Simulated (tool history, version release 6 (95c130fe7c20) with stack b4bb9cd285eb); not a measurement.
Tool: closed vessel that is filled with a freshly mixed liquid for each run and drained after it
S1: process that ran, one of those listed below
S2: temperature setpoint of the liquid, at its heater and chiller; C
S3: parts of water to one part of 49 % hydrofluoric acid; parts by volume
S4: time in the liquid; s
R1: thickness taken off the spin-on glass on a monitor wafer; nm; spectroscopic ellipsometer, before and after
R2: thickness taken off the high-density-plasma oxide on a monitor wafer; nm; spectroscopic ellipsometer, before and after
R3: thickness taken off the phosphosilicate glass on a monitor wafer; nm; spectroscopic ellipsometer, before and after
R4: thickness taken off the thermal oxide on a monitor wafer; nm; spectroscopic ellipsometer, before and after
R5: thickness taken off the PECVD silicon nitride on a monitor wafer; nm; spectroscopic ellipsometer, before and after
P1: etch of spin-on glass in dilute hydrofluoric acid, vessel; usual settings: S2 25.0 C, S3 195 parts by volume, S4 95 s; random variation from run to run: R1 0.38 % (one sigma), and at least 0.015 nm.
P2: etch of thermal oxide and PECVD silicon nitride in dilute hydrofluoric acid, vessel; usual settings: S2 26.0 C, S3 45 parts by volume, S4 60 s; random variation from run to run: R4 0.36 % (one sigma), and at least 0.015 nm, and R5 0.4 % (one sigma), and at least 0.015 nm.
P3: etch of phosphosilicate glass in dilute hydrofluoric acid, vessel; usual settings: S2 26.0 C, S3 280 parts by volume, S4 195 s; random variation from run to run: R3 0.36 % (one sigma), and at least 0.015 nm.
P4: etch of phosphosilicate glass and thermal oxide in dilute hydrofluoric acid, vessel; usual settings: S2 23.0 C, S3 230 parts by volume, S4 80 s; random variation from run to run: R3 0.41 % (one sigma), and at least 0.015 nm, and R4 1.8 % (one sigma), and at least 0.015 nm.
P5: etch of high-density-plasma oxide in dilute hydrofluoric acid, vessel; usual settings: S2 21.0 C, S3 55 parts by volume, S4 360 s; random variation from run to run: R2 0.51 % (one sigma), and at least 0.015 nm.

run	hour	S1	S2	S3	S4	R1	R2	R3	R4	R5
1	5.1	P1	25.0	195	95	16.636				
2	14.1	P5	21.0	55	360		31.4930			
3	20.8	P3	26.0	280	195			43.219		
4	28.9	P4	23.0	230	40			26.749	0.69436	
5	36.1	P1	25.0	195	95	16.621				
6	42.0	P2	26.0	20	60				16.40800	19.1060
7	48.0	P3	26.0	115	195			127.070		
8	56.6	P4	23.0	230	80			53.674	1.35570	
9	62.2	P3	26.0	280	195			43.257		
10	69.7	P4	17.0	230	80			43.021	1.09250	
11	79.1	P1	17.5	195	95	12.549				
12	83.7	P1	25.0	75	95	50.266				
13	89.9	P5	21.0	55	50		4.3716			
14	96.0	P1	25.0	195	95	16.730				
15	101.3	P4	23.0	345	80			32.041	0.76908	
# hour 110.4: thermometer replaced
16	110.7	P1	25.0	195	180	31.607				
17	117.1	P1	25.0	290	95	10.182				
18	122.0	P5	27.5	55	360		40.7760			
19	131.2	P1	33.0	195	155	36.016				
20	140.0	P1	25.0	195	95	16.611				
21	147.9	P2	26.0	45	30				3.52090	4.4097
22	153.2	P2	29.5	45	60				8.11220	10.9980
23	162.8	P3	19.0	280	195			33.555		

Run 24 comes next. What will it give?
24	168.0	P5	21.0	55	360		?			

R2: 31.4790 nm
